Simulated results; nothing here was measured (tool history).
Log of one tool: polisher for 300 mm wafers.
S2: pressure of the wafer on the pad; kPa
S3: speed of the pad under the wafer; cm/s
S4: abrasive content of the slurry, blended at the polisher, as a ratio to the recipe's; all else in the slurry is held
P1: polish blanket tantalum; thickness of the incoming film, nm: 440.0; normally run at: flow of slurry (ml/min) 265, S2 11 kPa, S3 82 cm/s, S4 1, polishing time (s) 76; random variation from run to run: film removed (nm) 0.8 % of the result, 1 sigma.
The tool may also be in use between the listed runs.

Run 1, hour 3.2: flow of slurry (ml/min) 265, S2 11 kPa, S3 82 cm/s, S4 1, polishing time (s) 76. Result: film removed (nm) 97.127.
Run 2, hour 10: flow of slurry (ml/min) 365, S2 11 kPa, S3 82 cm/s, S4 1, polishing time (s) 76. Result: film removed (nm) 100.27.
Run 3, hour 13.6: flow of slurry (ml/min) 265, S2 11 kPa, S3 82 cm/s, S4 1, polishing time (s) 76. Result: film removed (nm) 97.06.
Run 4, hour 19.1: flow of slurry (ml/min) 265, S2 11 kPa, S3 82 cm/s, S4 1, polishing time (s) 76. Result: film removed (nm) 97.746.
Run 5, hour 25.9: flow of slurry (ml/min) 265, S2 11 kPa, S3 82 cm/s, S4 1, polishing time (s) 76. Result: film removed (nm) 97.453.
Run 6, hour 29.6: flow of slurry (ml/min) 265, S2 11 kPa, S3 82 cm/s, S4 1, polishing time (s) 76. Result: film removed (nm) 95.765.
Run 7, hour 35.6: flow of slurry (ml/min) 265, S2 11 kPa, S3 82 cm/s, S4 1, polishing time (s) 76. Result: film removed (nm) 96.113.
Run 8, hour 41.7: flow of slurry (ml/min) 265, S2 11 kPa, S3 82 cm/s, S4 1.3, polishing time (s) 76. Result: film removed (nm) 103.59.
Run 9, hour 46.6: flow of slurry (ml/min) 265, S2 4.8 kPa, S3 82 cm/s, S4 1, polishing time (s) 76. Result: film removed (nm) 42.661.
Run 10, hour 51.1: flow of slurry (ml/min) 265, S2 11 kPa, S3 82 cm/s, S4 1, polishing time (s) 117. Result: film removed (nm) 149.79.
Run 11, hour 57.3: flow of slurry (ml/min) 160, S2 11 kPa, S3 82 cm/s, S4 1, polishing time (s) 76. Result: film removed (nm) 91.832.
At hour 61.5: slurry blender recalibrated.
Run 12, hour 63.3: flow of slurry (ml/min) 265, S2 11 kPa, S3 82 cm/s, S4 1, polishing time (s) 39. Result: film removed (nm) 50.352.
Run 13, hour 70.3: flow of slurry (ml/min) 180, S2 11 kPa, S3 122 cm/s, S4 1, polishing time (s) 76. Result: film removed (nm) 136.98.
Run 14, hour 74.3: flow of slurry (ml/min) 265, S2 11 kPa, S3 120 cm/s, S4 1, polishing time (s) 76. Result: film removed (nm) 141.79.
At hour 76.9: head pressure recalibrated.
Run 15, hour 79.7: flow of slurry (ml/min) 265, S2 11 kPa, S3 82 cm/s, S4 0.5, polishing time (s) 76. Result: film removed (nm) 74.828.
Run 16, hour 86.5: flow of slurry (ml/min) 265, S2 11 kPa, S3 58 cm/s, S4 1, polishing time (s) 76. Result: film removed (nm) 67.717.
Run 17, hour 93.2: flow of slurry (ml/min) 265, S2 15.9 kPa, S3 82 cm/s, S4 1, polishing time (s) 76. Result: film removed (nm) 138.96.
Run 18, hour 96.5: flow of slurry (ml/min) 265, S2 11 kPa, S3 82 cm/s, S4 1, polishing time (s) 76. Result: film removed (nm) 96.13.
Run 19, hour 101.7: flow of slurry (ml/min) 265, S2 11 kPa, S3 82 cm/s, S4 1, polishing time (s) 76. Result: film removed (nm) 95.601.
Run 20, hour 106.3: flow of slurry (ml/min) 265, S2 11 kPa, S3 82 cm/s, S4 1, polishing time (s) 76. Result: film removed (nm) 94.18.
Run 21, hour 112.3: flow of slurry (ml/min) 265, S2 11 kPa, S3 82 cm/s, S4 1, polishing time (s) 76. Result: film removed (nm) 91.504.
At hour 115: worn pad replaced by a new one.
At hour 115.2: slurry nozzle cleaned.
Run 22, hour 116.8: flow of slurry (ml/min) 265, S2 11 kPa, S3 82 cm/s, S4 1, polishing time (s) 76. Result: film removed (nm) 91.475.
Run 23, hour 120.2: flow of slurry (ml/min) 265, S2 11 kPa, S3 82 cm/s, S4 1, polishing time (s) 76. Result: film removed (nm) 90.322.
Run 24, hour 126.7: flow of slurry (ml/min) 265, S2 11 kPa, S3 82 cm/s, S4 1, polishing time (s) 76. Result: film removed (nm) 91.117.
Run 25, hour 133.7: flow of slurry (ml/min) 265, S2 11 kPa, S3 82 cm/s, S4 1, polishing time (s) 76. Result: film removed (nm) 89.868.
Run 26, hour 138.7: flow of slurry (ml/min) 265, S2 11 kPa, S3 82 cm/s, S4 1, polishing time (s) 76. Result: film removed (nm) 89.265.
Run 27, hour 145.4: flow of slurry (ml/min) 265, S2 11 kPa, S3 82 cm/s, S4 1, polishing time (s) 76. Result: film removed (nm) 88.687.

What P1 gives has crept away from where it was. These 2 causes fit the log equally well, each at the size given:
A: head's pressure below its setpoint, % = 7.11
B: abrasive missing from the slurry, % = 21.1
The creep began at about hour 96.5.
Why every other cause is out:
removal rate lost through wear of the pad, %: serviced at hour 115, which brought nothing back
slurry flow missing at the pad, %: serviced at hour 115.2, which brought nothing back

4 check runs are offered, each on 3 wafers whose results are averaged, their results left as question marks. Which one tells the causes apart?
Run check 1, hour 152.1: flow of slurry (ml/min) 195, S2 11 kPa, S3 82 cm/s, S4 1, polishing time (s) 76. Result: film removed (nm) ?.
Run check 2, hour 152.1: flow of slurry (ml/min) 340, S2 11 kPa, S3 102 cm/s, S4 1, polishing time (s) 76. Result: film removed (nm) ?.
Run check 3, hour 152.1: flow of slurry (ml/min) 265, S2 11 kPa, S3 82 cm/s, S4 0.55, polishing time (s) 76. Result: film removed (nm) ?.
Run check 4, hour 152.1: flow of slurry (ml/min) 265, S2 11 kPa, S3 104 cm/s, S4 1, polishing time (s) 55. Result: film removed (nm) ?.

What each check would give under each cause:
  check             result    if A    if B
check 1  film removed (nm)  86.885  86.896
check 2  film removed (nm)  114.58  114.59
check 3  film removed (nm)  73.005  70.639
check 4  film removed (nm)  82.672  82.682
How far apart the two closest causes lie, in the result that separates them most: check 1 0.01 %; check 2 0.01 %; check 3 3.29 %; check 4 0.01 %
Check 3 tells the causes apart: in the others they would give nearly the same result.

Check 3 was then run and gave: film removed (nm) 70.818. Which cause is it?

It is B: abrasive missing from the slurry, %.
